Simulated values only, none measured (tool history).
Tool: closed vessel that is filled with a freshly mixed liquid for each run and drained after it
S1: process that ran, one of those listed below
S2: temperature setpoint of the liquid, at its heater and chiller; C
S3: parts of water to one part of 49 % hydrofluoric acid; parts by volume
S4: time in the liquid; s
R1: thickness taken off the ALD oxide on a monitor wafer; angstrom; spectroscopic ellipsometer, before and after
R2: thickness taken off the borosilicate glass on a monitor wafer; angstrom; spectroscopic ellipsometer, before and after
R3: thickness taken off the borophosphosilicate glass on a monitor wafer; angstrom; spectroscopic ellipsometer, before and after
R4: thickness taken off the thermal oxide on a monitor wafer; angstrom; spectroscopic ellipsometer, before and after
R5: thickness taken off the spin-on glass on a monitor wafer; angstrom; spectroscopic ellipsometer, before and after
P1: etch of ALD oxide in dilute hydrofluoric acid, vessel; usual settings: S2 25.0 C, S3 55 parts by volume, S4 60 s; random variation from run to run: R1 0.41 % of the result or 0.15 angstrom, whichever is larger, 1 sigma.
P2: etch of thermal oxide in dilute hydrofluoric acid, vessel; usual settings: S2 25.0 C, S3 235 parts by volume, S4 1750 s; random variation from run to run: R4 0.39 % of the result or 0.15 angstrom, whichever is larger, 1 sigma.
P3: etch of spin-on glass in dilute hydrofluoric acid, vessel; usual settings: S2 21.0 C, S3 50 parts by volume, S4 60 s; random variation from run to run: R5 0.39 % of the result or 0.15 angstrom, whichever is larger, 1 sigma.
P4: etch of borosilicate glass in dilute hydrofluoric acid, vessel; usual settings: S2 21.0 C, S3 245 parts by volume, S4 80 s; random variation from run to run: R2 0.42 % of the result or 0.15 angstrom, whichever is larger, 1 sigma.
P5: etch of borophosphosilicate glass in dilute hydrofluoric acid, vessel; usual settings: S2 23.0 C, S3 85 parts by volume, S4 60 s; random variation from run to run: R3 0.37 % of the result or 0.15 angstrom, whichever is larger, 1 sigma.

run	day	S1	S2	S3	S4	R1	R2	R3	R4	R5
1	0.167	P1	25.0	55	60	267.99				
2	0.458	P4	17.0	245	80		53.65			
3	0.717	P5	23.0	85	60			373.30		
4	0.879	P2	25.0	430	1750				137.55	
5	1.167	P2	25.0	235	1750				303.93	
6	1.412	P1	25.0	20	60	771.46				
7	1.700	P1	25.0	55	60	266.15				
8	1.954	P1	28.5	55	30	152.71				
9	2.183	P4	21.0	245	30		23.51			
10	2.346	P1	25.0	55	115	511.12				
11	2.667	P3	21.0	50	60					793.45
12	2.917	P5	30.5	85	60			502.92		
13	3.200	P2	25.0	235	2975				516.59	
14	3.354	P1	25.0	90	60	156.59				
15	3.650	P5	23.0	130	60			232.46		
16	3.846	P5	23.0	85	60			375.81		
17	4.021	P3	29.0	50	60					1097.30
18	4.350	P1	25.0	35	110	786.01				
19	4.588	P5	23.0	85	90			561.50		
20	4.750	P3	21.0	20	60					2043.60
21	4.904	P4	21.0	45	80		426.33			
22	5.050	P1	31.5	55	60	345.21				
23	5.317	P1	25.0	55	60	267.75				
24	5.562	P2	17.0	235	1750				226.23	
25	5.729	P3	21.0	50	110					1446.80
26	5.879	P1	18.0	55	60	198.72				
27	6.104	P1	25.0	55	30	133.16				
28	6.296	P4	21.0	245	80		63.12			
29	6.488	P1	25.0	55	60	265.02				
30	6.779	P1	25.0	55	60	264.63				
31	7.042	P1	25.0	55	60	274.50				
32	7.296	P1	25.0	55	60	282.15				
33	7.625	P1	25.0	55	60	282.37				
34	7.938	P1	25.0	55	60	283.16				
35	8.125	P1	25.0	55	60	285.97				
36	8.358	P1	25.0	55	60	286.06				
37	8.692	P1	25.0	55	60	288.61				
38	8.942	P1	25.0	55	60	286.86				

What P1 gives has crept away from where it was. These 2 causes fit the log equally well, each at the size given:
A: liquid hotter than its thermometer reads (K) = 1.99
B: hydrofluoric acid flow above the setpoint (%) = 7.75
The creep began at about day 6.779.

4 check runs are offered, one wafer each, their results left as question marks. Which one tells the causes apart?
check 1	9.192	P3	21.0	50	95					?
check 2	9.192	P2	25.0	420	2720				?	
check 3	9.192	P5	29.0	85	60			?		
check 4	9.192	P4	21.0	70	80		?			

What each check would give under each cause:
check	result	if A	if B
check 1	R5	1359.10	1353.70
check 2	R4	235.50	244.92
check 3	R3	510.58	514.52
check 4	R2	287.71	287.31
How far apart the two closest causes lie, in the result that separates them most: check 1 0.4 %; check 2 3.92 %; check 3 0.77 %; check 4 0.14 %
Only check 2 tells the causes apart: in the others they would give nearly the same result.

Check 2 was then run and gave: R4 245.00 angstrom. Which cause is it?

It is B: hydrofluoric acid flow above the setpoint (%).

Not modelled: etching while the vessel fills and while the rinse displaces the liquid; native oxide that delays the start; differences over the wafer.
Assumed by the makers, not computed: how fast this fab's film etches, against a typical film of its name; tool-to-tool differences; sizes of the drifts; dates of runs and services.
